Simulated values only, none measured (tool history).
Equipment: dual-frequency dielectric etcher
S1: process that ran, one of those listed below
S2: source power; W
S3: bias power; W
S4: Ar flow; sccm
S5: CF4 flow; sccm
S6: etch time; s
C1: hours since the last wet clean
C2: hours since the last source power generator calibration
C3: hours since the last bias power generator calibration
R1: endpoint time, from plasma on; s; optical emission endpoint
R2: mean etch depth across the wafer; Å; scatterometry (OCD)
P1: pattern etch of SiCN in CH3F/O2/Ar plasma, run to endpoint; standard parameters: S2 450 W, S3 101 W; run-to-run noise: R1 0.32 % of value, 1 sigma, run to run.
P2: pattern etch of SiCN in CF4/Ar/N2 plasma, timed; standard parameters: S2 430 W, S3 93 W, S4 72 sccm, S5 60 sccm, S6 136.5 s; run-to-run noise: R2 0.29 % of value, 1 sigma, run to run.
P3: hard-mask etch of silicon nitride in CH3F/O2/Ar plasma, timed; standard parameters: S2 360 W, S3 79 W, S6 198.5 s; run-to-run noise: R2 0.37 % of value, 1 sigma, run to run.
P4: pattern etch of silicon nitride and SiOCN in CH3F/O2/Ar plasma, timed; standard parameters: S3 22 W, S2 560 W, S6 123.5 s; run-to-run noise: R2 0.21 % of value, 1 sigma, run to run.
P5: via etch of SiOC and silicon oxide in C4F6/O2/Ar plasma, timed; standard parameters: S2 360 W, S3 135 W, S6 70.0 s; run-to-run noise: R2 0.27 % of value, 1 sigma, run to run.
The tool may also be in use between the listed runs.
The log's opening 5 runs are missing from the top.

run 6 hour=80.2 | S1=P1 S2=340 S3=137 | C1=461.1 C2=2739.2 C3=911.5 | R1=22.583
run 7 hour=89.7 | S1=P1 S2=450 S3=101 | C1=470.6 C2=2748.7 C3=921.0 | R1=22.876
run 8 hour=100.1 | S1=P5 S2=440 S3=135 S6=70.0 | C1=481.0 C2=2759.1 C3=931.4 | R2=748.78
run 9 hour=111.2 | S1=P3 S2=360 S3=79 S6=198.5 | C1=492.1 C2=2770.2 C3=942.5 | R2=1400.20
run 10 hour=126.3 | S1=P1 S2=450 S3=101 | C1=507.2 C2=2785.3 C3=957.6 | R1=23.000
run 11 hour=143.4 | S1=P2 S2=430 S3=93 S4=72 S5=84 S6=136.5 | C1=524.3 C2=2802.4 C3=974.7 | R2=1332.80
run 12 hour=158.9 | S1=P2 S2=590 S3=93 S4=72 S5=60 S6=136.5 | C1=539.8 C2=2817.9 C3=990.2 | R2=1688.70
run 13 hour=173.1 | S1=P3 S2=360 S3=79 S6=140.5 | C1=554.0 C2=2832.1 C3=1004.4 | R2=993.59
run 14 hour=181.4 | S1=P4 S2=780 S3=22 S6=123.5 | C1=562.3 C2=2840.4 C3=1012.7 | R2=212.50
run 15 hour=191.0 | S1=P5 S2=360 S3=85 S6=70.0 | C1=571.9 C2=2850.0 C3=1022.3 | R2=605.14
run 16 hour=201.2 | S1=P1 S2=450 S3=101 | C1=582.1 C2=2860.2 C3=1032.5 | R1=23.005
run 17 hour=209.8 | S1=P2 S2=430 S3=93 S4=72 S5=60 S6=199.5 | C1=590.7 C2=2868.8 C3=1041.1 | R2=1882.90
run 18 hour=220.3 | S1=P2 S2=430 S3=93 S4=46 S5=60 S6=136.5 | C1=601.2 C2=2879.3 C3=1051.6 | R2=1357.50
run 19 hour=233.5 | S1=P5 S2=360 S3=135 S6=70.0 | C1=614.4 C2=2892.5 C3=1064.8 | R2=691.98
run 20 hour=248.3 | S1=P1 S2=450 S3=135 | C1=629.2 C2=2907.3 C3=1079.6 | R1=20.457
run 21 hour=257.0 | S1=P4 S2=560 S3=22 S6=123.5 | C1=637.9 C2=2916.0 C3=1088.3 | R2=188.57
-- hour=266.3 source power generator calibrated
run 22 hour=274.4 | S1=P5 S2=360 S3=135 S6=101.0 | C1=655.3 C2=8.1 C3=1105.7 | R2=996.51
run 23 hour=283.5 | S1=P3 S2=360 S3=94 S6=198.5 | C1=664.4 C2=17.2 C3=1114.8 | R2=1480.60
run 24 hour=293.9 | S1=P1 S2=550 S3=101 | C1=674.8 C2=27.6 C3=1125.2 | R1=21.402
run 25 hour=304.9 | S1=P4 S2=560 S3=22 S6=123.5 | C1=685.8 C2=38.6 C3=1136.2 | R2=189.28
run 26 hour=320.7 | S1=P4 S2=560 S3=22 S6=152.5 | C1=701.6 C2=54.4 C3=1152.0 | R2=233.16
run 27 hour=331.9 | S1=P4 S2=560 S3=27 S6=123.5 | C1=712.8 C2=65.6 C3=1163.2 | R2=206.58

Run 28 comes next. What will it give?
run 28 hour=345.2 | S1=P3 S2=280 S3=79 S6=198.5 | C1=726.1 C2=78.9 C3=1176.5 | R2=?

{"run 28": {"R2": 1261.3}}
